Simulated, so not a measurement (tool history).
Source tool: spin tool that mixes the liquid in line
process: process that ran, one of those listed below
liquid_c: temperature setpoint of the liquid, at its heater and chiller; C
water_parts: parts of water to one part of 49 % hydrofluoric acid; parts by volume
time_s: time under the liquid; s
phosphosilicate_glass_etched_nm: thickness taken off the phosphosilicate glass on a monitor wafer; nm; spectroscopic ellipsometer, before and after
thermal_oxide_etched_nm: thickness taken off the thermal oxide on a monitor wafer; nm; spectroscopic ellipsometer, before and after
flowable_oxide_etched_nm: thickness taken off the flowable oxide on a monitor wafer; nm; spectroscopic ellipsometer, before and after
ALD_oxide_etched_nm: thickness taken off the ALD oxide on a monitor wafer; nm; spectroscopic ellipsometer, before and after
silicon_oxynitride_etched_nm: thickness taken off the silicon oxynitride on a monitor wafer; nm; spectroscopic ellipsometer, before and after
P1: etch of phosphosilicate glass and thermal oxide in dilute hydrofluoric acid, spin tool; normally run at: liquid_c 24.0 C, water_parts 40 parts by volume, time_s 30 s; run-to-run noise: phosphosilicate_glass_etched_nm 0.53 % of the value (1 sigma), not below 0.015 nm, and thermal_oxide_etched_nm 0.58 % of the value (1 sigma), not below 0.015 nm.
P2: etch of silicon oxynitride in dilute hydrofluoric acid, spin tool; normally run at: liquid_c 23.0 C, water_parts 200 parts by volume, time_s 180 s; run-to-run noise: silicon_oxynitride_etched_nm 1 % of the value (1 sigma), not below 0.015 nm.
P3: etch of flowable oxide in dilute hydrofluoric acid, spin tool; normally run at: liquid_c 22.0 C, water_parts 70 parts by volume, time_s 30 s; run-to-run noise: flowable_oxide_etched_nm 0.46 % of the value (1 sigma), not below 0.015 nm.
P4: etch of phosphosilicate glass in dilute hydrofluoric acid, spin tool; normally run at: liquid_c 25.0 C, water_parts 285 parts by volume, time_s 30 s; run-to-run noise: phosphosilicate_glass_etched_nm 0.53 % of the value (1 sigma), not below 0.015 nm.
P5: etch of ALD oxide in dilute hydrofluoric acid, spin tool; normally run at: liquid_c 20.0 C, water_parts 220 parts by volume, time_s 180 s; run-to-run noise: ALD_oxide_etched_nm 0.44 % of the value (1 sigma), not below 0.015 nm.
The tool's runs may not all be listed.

run	hour	process	liquid_c	water_parts	time_s	hours since the thermometer was replaced	hours since the hydrofluoric acid flow meter was replaced	phosphosilicate_glass_etched_nm	thermal_oxide_etched_nm	flowable_oxide_etched_nm	ALD_oxide_etched_nm	silicon_oxynitride_etched_nm
1	8.4	P1	24.0	40	30	137.7	355.6	49.3870	3.6958			
2	16.2	P3	22.0	70	30	145.5	363.4			18.598		
3	28.5	P5	20.0	220	180	157.8	375.7				8.81760	
4	40.5	P5	24.5	220	180	169.8	387.7				10.41100	
5	49.8	P4	31.0	285	30	179.1	397.0	21.6990				
6	62.3	P2	19.0	200	180	191.6	409.5					1.7219
7	70.9	P1	24.0	40	30	200.2	418.1	49.6670	3.6933			
8	77.4	P3	22.0	70	30	206.7	424.6			18.427		
9	84.8	P4	25.0	285	15	214.1	432.0	8.9686				
10	97.0	P1	24.0	55	15	226.3	444.2	17.6650	1.3233			
11	104.8	P5	20.0	220	180	234.1	452.0				8.78810	
12	111.6	P1	24.0	40	15	240.9	458.8	24.9780	1.8629			
13	119.7	P2	23.0	200	15	249.0	466.9					0.1688
14	130.4	P3	17.0	70	30	259.7	477.6			14.822		
15	138.8	P1	18.0	40	30	268.1	486.0	38.4210	2.8472			
16	150.6	P1	24.0	20	30	279.9	497.8	102.9100	7.4724			
17	161.4	P1	32.0	40	30	290.7	508.6	68.6040	5.1041			
18	169.6	P1	24.0	40	30	298.9	516.8	49.2430	3.6552			
19	182.0	P3	22.0	70	60	311.3	529.2			36.809		
20	192.9	P2	23.0	45	180	322.2	540.1					10.4360
21	198.8	P1	17.0	20	30	328.1	546.0	76.0660	5.5685			
22	211.4	P2	23.0	200	180	340.7	558.6					2.0950
23	221.2	P5	20.0	220	15	350.5	568.4				0.73114	
24	233.3	P1	24.0	40	30	362.6	580.5	49.8350	3.6541			
25	244.3	P1	24.0	40	60	373.6	591.5	99.6600	7.2874			
26	254.6	P4	25.0	285	30	383.9	601.8	17.7750				
27	267.7	P5	20.0	80	180	397.0	614.9				27.86900	
28	280.8	P2	23.0	200	180	410.1	628.0					2.1074
29	287.8	P4	25.0	445	30	417.1	635.0	9.7516				
30	297.5	P1	24.0	55	30	426.8	644.7	35.4840	2.5997			
31	309.9	P3	22.0	20	30	439.2	657.1			68.767		
32	322.1	P1	24.0	40	30	451.4	669.3	49.6650	3.6580			

Run 33 is up next; what results do you expect?
33	332.1	P1	24.0	40	30	461.4	679.3	?	?			

Run 33 produced phosphosilicate_glass_etched_nm 48.1390 nm, thermal_oxide_etched_nm 3.5271 nm.
